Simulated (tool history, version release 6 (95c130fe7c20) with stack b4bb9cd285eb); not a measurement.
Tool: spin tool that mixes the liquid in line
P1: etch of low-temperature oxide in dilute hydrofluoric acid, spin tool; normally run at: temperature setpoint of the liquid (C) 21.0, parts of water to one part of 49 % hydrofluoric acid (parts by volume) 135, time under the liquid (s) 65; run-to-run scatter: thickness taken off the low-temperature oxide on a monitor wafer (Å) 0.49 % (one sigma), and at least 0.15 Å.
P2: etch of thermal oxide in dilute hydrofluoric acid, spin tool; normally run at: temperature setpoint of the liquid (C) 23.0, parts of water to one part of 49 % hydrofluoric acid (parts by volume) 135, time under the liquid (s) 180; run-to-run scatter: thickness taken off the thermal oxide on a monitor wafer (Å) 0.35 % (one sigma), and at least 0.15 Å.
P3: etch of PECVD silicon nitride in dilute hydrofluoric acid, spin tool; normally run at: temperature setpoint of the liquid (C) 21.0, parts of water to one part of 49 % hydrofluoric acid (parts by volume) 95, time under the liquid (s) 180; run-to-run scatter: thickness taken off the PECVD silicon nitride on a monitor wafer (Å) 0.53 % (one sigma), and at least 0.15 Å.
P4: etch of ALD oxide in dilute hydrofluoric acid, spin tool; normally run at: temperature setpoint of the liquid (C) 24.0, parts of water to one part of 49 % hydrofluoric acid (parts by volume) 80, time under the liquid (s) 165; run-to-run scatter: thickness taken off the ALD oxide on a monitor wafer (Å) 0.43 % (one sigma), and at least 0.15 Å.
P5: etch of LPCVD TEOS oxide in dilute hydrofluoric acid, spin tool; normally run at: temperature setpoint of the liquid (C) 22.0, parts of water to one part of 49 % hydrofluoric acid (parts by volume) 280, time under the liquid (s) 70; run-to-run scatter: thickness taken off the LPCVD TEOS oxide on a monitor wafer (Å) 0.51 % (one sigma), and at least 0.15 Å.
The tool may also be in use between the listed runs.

run,day,process that ran,temperature setpoint of the liquid (C),parts of water to one part of 49 % hydrofluoric acid (parts by volume),time under the liquid (s),hours since the thermometer was replaced,hours since the hydrofluoric acid flow meter was replaced,thickness taken off the low-temperature oxide on a monitor wafer (Å),thickness taken off the PECVD silicon nitride on a monitor wafer (Å),thickness taken off the LPCVD TEOS oxide on a monitor wafer (Å),thickness taken off the thermal oxide on a monitor wafer (Å),thickness taken off the ALD oxide on a monitor wafer (Å)
1,0.242,P1,21.0,135,65,488.2,573.3,77.445,,,,
2,0.504,P1,21.0,135,65,494.5,579.6,76.984,,,,
3,0.796,P1,21.0,135,65,501.5,586.6,76.554,,,,
4,0.950,P3,21.0,95,340,505.2,590.3,,134.860,,,
5,1.158,P3,21.0,95,180,510.2,595.3,,71.460,,,
6,1.367,P5,22.0,170,70,515.2,600.3,,,92.445,,
7,1.521,P2,23.0,35,180,518.9,604.0,,,,260.6200,
8,1.792,P1,21.0,135,65,525.4,610.5,77.008,,,,
9,2.096,P1,21.0,70,65,532.7,617.8,158.920,,,,
# day 2.188: hydrofluoric acid flow meter replaced
10,2.254,P1,21.0,135,125,536.5,1.6,146.110,,,,
11,2.500,P1,21.0,250,65,542.4,7.5,36.953,,,,
12,2.658,P4,24.0,80,20,546.2,11.3,,,,,42.534
13,2.908,P1,17.0,135,65,552.2,17.3,65.660,,,,
14,3.108,P2,19.0,135,180,557.0,22.1,,,,50.7580,
15,3.362,P3,21.0,55,180,563.1,28.2,,122.060,,,
16,3.538,P2,23.0,135,20,567.3,32.4,,,,6.5364,
17,3.788,P4,32.0,80,165,573.3,38.4,,,,,478.280
18,3.979,P2,23.0,135,180,577.9,43.0,,,,59.6140,
19,4.154,P1,25.5,35,65,582.1,47.2,404.450,,,,
20,4.412,P5,22.0,280,15,588.3,53.4,,,10.820,,
21,4.646,P3,29.5,95,180,593.9,59.0,,123.290,,,
22,4.896,P4,24.0,80,165,599.9,65.0,,,,,350.650
23,5.133,P4,24.0,40,165,605.6,70.7,,,,,740.080
24,5.279,P3,21.0,95,180,609.1,74.2,,71.411,,,
25,5.579,P5,22.0,280,70,616.3,81.4,,,50.242,,
26,5.862,P1,21.0,135,65,623.1,88.2,76.101,,,,
27,6.088,P5,17.0,280,70,628.5,93.6,,,41.844,,
28,6.300,P1,28.5,135,65,633.6,98.7,101.230,,,,
29,6.579,P1,29.0,135,15,640.3,105.4,23.892,,,,
30,6.733,P1,21.0,135,35,644.0,109.1,41.341,,,,
31,6.942,P1,21.0,135,65,649.0,114.1,76.977,,,,
32,7.267,P1,21.0,135,65,656.8,121.9,79.952,,,,
33,7.446,P1,21.0,135,65,661.1,126.2,80.628,,,,
34,7.604,P1,21.0,135,65,664.9,130.0,80.439,,,,
35,7.754,P1,21.0,135,65,668.5,133.6,81.789,,,,
36,8.017,P1,21.0,135,65,674.8,139.9,81.789,,,,
37,8.325,P1,21.0,135,65,682.2,147.3,82.179,,,,
38,8.571,P1,21.0,135,65,688.1,153.2,83.330,,,,
39,8.779,P1,21.0,135,65,693.1,158.2,83.550,,,,
40,9.096,P1,21.0,135,65,700.7,165.8,82.903,,,,

Forecast run 41:
41,9.250,P1,21.0,135,65,704.4,169.5,?,,,,

{"run 41": {"thickness taken off the low-temperature oxide on a monitor wafer (Å)": 83.486}}
